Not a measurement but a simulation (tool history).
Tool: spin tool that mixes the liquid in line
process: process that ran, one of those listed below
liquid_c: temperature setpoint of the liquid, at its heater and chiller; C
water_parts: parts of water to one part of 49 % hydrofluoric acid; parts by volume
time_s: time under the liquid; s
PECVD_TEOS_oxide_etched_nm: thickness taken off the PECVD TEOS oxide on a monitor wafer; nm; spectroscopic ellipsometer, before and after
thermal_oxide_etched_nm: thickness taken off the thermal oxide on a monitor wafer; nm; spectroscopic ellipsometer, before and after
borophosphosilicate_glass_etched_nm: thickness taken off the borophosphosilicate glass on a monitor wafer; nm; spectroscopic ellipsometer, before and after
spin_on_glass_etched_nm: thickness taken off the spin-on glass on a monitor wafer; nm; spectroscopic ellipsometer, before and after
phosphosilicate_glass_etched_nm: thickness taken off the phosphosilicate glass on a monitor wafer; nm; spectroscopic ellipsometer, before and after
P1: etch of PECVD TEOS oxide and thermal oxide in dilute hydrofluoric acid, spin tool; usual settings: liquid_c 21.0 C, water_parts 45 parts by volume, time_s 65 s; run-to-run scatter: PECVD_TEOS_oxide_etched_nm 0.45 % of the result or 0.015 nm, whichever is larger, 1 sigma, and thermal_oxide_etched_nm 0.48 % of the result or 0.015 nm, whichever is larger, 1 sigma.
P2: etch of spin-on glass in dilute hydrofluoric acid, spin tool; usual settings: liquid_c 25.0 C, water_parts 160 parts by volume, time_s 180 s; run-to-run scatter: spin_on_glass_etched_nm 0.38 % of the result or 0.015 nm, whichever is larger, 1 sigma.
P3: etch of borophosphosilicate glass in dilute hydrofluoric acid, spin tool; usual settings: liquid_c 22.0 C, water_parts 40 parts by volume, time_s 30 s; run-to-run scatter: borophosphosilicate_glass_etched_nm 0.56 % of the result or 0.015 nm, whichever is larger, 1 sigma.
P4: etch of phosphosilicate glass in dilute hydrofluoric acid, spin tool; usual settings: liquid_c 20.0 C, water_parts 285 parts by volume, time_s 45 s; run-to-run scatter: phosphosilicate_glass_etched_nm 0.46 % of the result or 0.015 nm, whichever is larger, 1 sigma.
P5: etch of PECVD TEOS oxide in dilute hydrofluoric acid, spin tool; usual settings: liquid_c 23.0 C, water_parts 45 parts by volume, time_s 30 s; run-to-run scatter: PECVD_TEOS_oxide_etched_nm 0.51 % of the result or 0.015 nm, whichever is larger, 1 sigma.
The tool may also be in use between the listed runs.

run,hour,process,liquid_c,water_parts,time_s,hours since the thermometer was replaced,hours since the hydrofluoric acid flow meter was replaced,PECVD_TEOS_oxide_etched_nm,thermal_oxide_etched_nm,borophosphosilicate_glass_etched_nm,spin_on_glass_etched_nm,phosphosilicate_glass_etched_nm
1,7.1,P1,21.0,45,65,332.1,447.2,29.5640,6.3722,,,
2,15.8,P3,22.0,40,60,340.8,455.9,,,117.860,,
3,22.5,P1,21.0,45,65,347.5,462.6,29.8660,6.4147,,,
4,28.5,P1,21.0,45,65,353.5,468.6,29.7670,6.4347,,,
5,34.1,P1,21.0,75,65,359.1,474.2,17.1610,3.6657,,,
6,42.3,P1,21.0,45,65,367.3,482.4,29.5650,6.3425,,,
7,48.3,P3,17.0,40,30,373.3,488.4,,,46.433,,
8,52.7,P3,22.0,20,30,377.7,492.8,,,119.580,,
9,57.6,P5,23.0,45,30,382.6,497.7,12.9190,,,,
10,66.4,P1,17.0,45,65,391.4,506.5,25.1070,5.3621,,,
11,72.3,P5,23.0,45,60,397.3,512.4,25.8900,,,,
12,76.9,P1,21.0,45,65,401.9,517.0,29.8740,6.3916,,,
13,81.5,P3,22.0,40,30,406.5,521.6,,,58.996,,
14,87.7,P2,25.0,45,180,412.7,527.8,,,,162.910,
15,95.5,P5,23.0,75,30,420.5,535.6,7.4782,,,,
16,100.9,P5,19.0,45,30,425.9,541.0,10.9520,,,,
# hour 108.4: thermometer replaced
17,109.0,P2,25.0,160,180,0.6,549.1,,,,39.473,
18,115.2,P4,20.0,490,45,6.8,555.3,,,,,7.5343
19,119.4,P1,29.0,45,65,11.0,559.5,41.2820,8.8908,,,
20,127.3,P2,17.5,160,180,18.9,567.4,,,,29.088,
21,135.8,P1,21.0,45,65,27.4,575.9,29.8320,6.3739,,,
22,141.6,P3,22.0,40,30,33.2,581.7,,,58.766,,
23,149.5,P1,21.0,45,35,41.1,589.6,16.0120,3.4426,,,
24,158.1,P1,21.0,25,25,49.7,598.2,21.2030,4.5337,,,
25,163.9,P2,25.0,160,265,55.5,604.0,,,,58.022,
26,172.3,P4,20.0,285,45,63.9,612.4,,,,,15.4250
27,180.5,P4,26.0,285,45,72.1,620.6,,,,,19.0080
28,187.0,P1,21.0,20,65,78.6,627.1,69.1670,14.7260,,,
29,195.9,P1,21.0,45,110,87.5,636.0,50.4770,10.7690,,,
30,202.6,P4,20.0,285,20,94.2,642.7,,,,,6.8055
31,210.3,P1,21.0,45,65,101.9,650.4,29.8610,6.3337,,,
32,218.2,P1,21.0,45,65,109.8,658.3,29.0550,6.3046,,,
33,224.0,P1,21.0,45,65,115.6,664.1,28.9310,6.2151,,,
34,229.2,P1,21.0,45,65,120.8,669.3,28.6580,6.1201,,,
35,236.9,P1,21.0,45,65,128.5,677.0,28.4570,6.0806,,,
36,244.8,P1,21.0,45,65,136.4,684.9,28.0010,6.0108,,,
37,250.2,P1,21.0,45,65,141.8,690.3,28.2650,6.0287,,,
38,256.2,P1,21.0,45,65,147.8,696.3,28.1840,6.0150,,,
39,265.1,P1,21.0,45,65,156.7,705.2,28.1860,5.9740,,,
40,270.2,P1,21.0,45,65,161.8,710.3,28.0760,5.9135,,,
41,278.2,P1,21.0,45,65,169.8,718.3,27.7540,6.0050,,,
42,285.0,P1,21.0,45,65,176.6,725.1,28.2040,5.9846,,,

What P1 gives has crept away from where it was. These 2 causes fit the log equally well, each at the size given:
A: liquid colder than its thermometer reads (K) = 1.46
B: hydrofluoric acid flow below the setpoint (%) = 5.67
The creep began at about hour 210.3.

4 check runs are offered, each on 2 wafers whose results are averaged, their results left as question marks. Which one tells the causes apart?
check 1,291.8,P5,23.0,70,50,,,?,,,,
check 2,291.8,P3,17.0,40,30,,,,,?,,
check 3,291.8,P4,20.0,475,25,,,,,,,?
check 4,291.8,P2,19.0,70,180,,,,,,?,

What each check would give under each cause:
check,result,if A,if B
check 1,PECVD_TEOS_oxide_etched_nm,12.7010,12.6550
check 2,borophosphosilicate_glass_etched_nm,44.240,44.386
check 3,phosphosilicate_glass_etched_nm,4.1631,4.0354
check 4,spin_on_glass_etched_nm,73.853,73.769
How far apart the two closest causes lie, in the result that separates them most: check 1 0.37 %; check 2 0.33 %; check 3 3.12 %; check 4 0.11 %
Only check 3 tells the causes apart: in the others they would give nearly the same result.

Check 3 was then run and gave: phosphosilicate_glass_etched_nm 4.0490 nm. Which cause is it?

It is B: hydrofluoric acid flow below the setpoint (%).
